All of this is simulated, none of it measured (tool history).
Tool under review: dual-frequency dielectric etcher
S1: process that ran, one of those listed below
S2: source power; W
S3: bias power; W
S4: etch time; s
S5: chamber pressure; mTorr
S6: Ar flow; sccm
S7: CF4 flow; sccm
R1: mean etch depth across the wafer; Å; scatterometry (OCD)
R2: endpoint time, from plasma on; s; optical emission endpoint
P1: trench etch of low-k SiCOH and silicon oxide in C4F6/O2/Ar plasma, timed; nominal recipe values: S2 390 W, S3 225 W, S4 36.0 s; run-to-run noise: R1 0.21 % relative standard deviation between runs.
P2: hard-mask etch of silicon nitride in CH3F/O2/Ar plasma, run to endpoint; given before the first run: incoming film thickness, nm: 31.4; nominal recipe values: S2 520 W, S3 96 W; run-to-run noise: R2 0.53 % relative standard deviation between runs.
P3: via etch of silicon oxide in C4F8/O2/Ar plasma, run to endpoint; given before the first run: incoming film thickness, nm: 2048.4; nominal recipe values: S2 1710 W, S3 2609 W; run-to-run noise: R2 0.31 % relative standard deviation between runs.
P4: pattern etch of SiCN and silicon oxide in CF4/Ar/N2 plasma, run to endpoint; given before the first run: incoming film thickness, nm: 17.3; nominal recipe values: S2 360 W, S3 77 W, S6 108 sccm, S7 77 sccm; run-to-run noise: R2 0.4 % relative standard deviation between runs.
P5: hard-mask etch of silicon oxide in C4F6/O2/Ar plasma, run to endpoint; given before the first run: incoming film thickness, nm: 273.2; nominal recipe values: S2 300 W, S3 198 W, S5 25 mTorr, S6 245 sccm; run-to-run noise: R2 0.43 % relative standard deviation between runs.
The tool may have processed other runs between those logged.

| run | hour | S1 | S2 | S3 | S4 | S5 | S6 | S7 | R1 | R2 |
|---|---|---|---|---|---|---|---|---|---|---|
| 1 | 7.7 | P1 | 390 | 225 | 36.0 |  |  |  | 1220.50 |  |
| 2 | 16.4 | P5 | 300 | 198 |  | 25 | 346 |  |  | 95.988 |
| 3 | 31.8 | P1 | 390 | 225 | 36.0 |  |  |  | 1223.60 |  |
| 4 | 46.8 | P1 | 390 | 225 | 36.0 |  |  |  | 1219.60 |  |
| 5 | 57.2 | P1 | 390 | 225 | 52.5 |  |  |  | 1779.00 |  |
| 6 | 64.7 | P4 | 360 | 77 |  |  | 153 | 77 |  | 25.979 |
| 7 | 76.6 | P1 | 480 | 225 | 36.0 |  |  |  | 1322.90 |  |
| 8 | 84.6 | P4 | 360 | 95 |  |  | 108 | 77 |  | 22.917 |
| 9 | 92.1 | P2 | 680 | 96 |  |  |  |  |  | 32.635 |
| 10 | 103.0 | P4 | 360 | 77 |  |  | 108 | 77 |  | 24.676 |
| 11 | 111.0 | P1 | 390 | 225 | 36.0 |  |  |  | 1215.30 |  |
| 12 | 123.6 | P1 | 390 | 225 | 36.0 |  |  |  | 1217.60 |  |
| 13 | 133.8 | P1 | 530 | 179 | 36.0 |  |  |  | 1278.40 |  |
| 14 | 148.8 | P5 | 300 | 142 |  | 25 | 245 |  |  | 103.270 |
| 15 | 163.7 | P4 | 360 | 77 |  |  | 108 | 77 |  | 24.837 |
| 16 | 180.8 | P4 | 360 | 77 |  |  | 108 | 63 |  | 25.573 |
| 17 | 190.3 | P1 | 390 | 318 | 36.0 |  |  |  | 1371.00 |  |
| 18 | 204.2 | P1 | 230 | 225 | 36.0 |  |  |  | 992.12 |  |
| 19 | 218.7 | P3 | 2370 | 2609 |  |  |  |  |  | 347.810 |
| 20 | 235.9 | P3 | 1710 | 2019 |  |  |  |  |  | 428.930 |
| 21 | 250.1 | P5 | 300 | 198 |  | 34 | 245 |  |  | 95.380 |
| 22 | 261.8 | P1 | 390 | 225 | 20.5 |  |  |  | 693.78 |  |
| 23 | 274.4 | P4 | 490 | 77 |  |  | 108 | 77 |  | 18.935 |
| 24 | 287.4 | P2 | 520 | 96 |  |  |  |  |  | 35.965 |
| 25 | 300.0 | P1 | 390 | 151 | 36.0 |  |  |  | 1072.00 |  |
| 26 | 314.3 | P5 | 240 | 198 |  | 25 | 245 |  |  | 100.490 |
| 27 | 330.9 | P1 | 260 | 225 | 25.5 |  |  |  | 737.58 |  |
| 28 | 340.7 | P1 | 390 | 225 | 36.0 |  |  |  | 1216.90 |  |
| 29 | 351.1 | P3 | 1710 | 2609 |  |  |  |  |  | 394.620 |
| 30 | 359.4 | P2 | 520 | 131 |  |  |  |  |  | 32.151 |
| 31 | 369.0 | P5 | 300 | 198 |  | 25 | 245 |  |  | 92.658 |
| 32 | 384.2 | P1 | 390 | 225 | 36.0 |  |  |  | 1220.90 |  |
| 33 | 393.3 | P1 | 390 | 225 | 36.0 |  |  |  | 1213.00 |  |
| 34 | 407.2 | P1 | 390 | 225 | 36.0 |  |  |  | 1207.40 |  |
| 35 | 419.8 | P1 | 390 | 225 | 36.0 |  |  |  | 1202.60 |  |
|  | 429.2 | wet clean of the chamber |
| 36 | 435.9 | P1 | 390 | 225 | 36.0 |  |  |  | 1203.70 |  |
| 37 | 450.7 | P1 | 390 | 225 | 36.0 |  |  |  | 1202.70 |  |
| 38 | 466.1 | P1 | 390 | 225 | 36.0 |  |  |  | 1198.00 |  |
| 39 | 481.5 | P1 | 390 | 225 | 36.0 |  |  |  | 1197.30 |  |
| 40 | 495.7 | P1 | 390 | 225 | 36.0 |  |  |  | 1200.20 |  |

The output of P1 has drifted from where it used to be. Each of the 2 causes below, taken at the size shown beside it, accounts for the log equally well:
A: bias power that arrives under what is set, % = 4.87
B: source power that arrives under what is set, % = 4.2
At approximately hour 384.2, the process output began to creep.
Why every other cause is out:
chamber walls in a state that lowers the etch rate, %: work on it at hour 429.2, done after the drift set in, did not restore what the process gave before

Below are 4 check runs, each averaged over 2 wafers, with their results shown as question marks. Which of them would give clearly different results depending on which cause is behind the drift?
| check 1 | 509.9 | P2 | 520 | 96 |  |  |  |  |  | ? |
| check 2 | 509.9 | P5 | 300 | 198 |  | 25 | 245 |  |  | ? |
| check 3 | 509.9 | P4 | 360 | 77 |  |  | 108 | 77 |  | ? |
| check 4 | 509.9 | P3 | 1710 | 2609 |  |  |  |  |  | ? |

What every check run would give for each of its results, assuming each possible cause in turn:
| check | result | if A | if B |
|---|---|---|---|
| check 1 | R2 | 36.718 | 36.656 |
| check 2 | R2 | 93.834 | 93.850 |
| check 3 | R2 | 25.184 | 25.706 |
| check 4 | R2 | 402.320 | 402.980 |
Per check, the gap between the least separated pair of causes, taken in the result that splits them most: check 1 0.17 %; check 2 0.02 %; check 3 2.05 %; check 4 0.16 %
Only check 3 tells the causes apart: in the others they would give nearly the same result.

With check 3 done, the readings were: R2 25.667 s. Identify which of the listed causes applies.

It was cause B: source power that arrives under what is set, %.
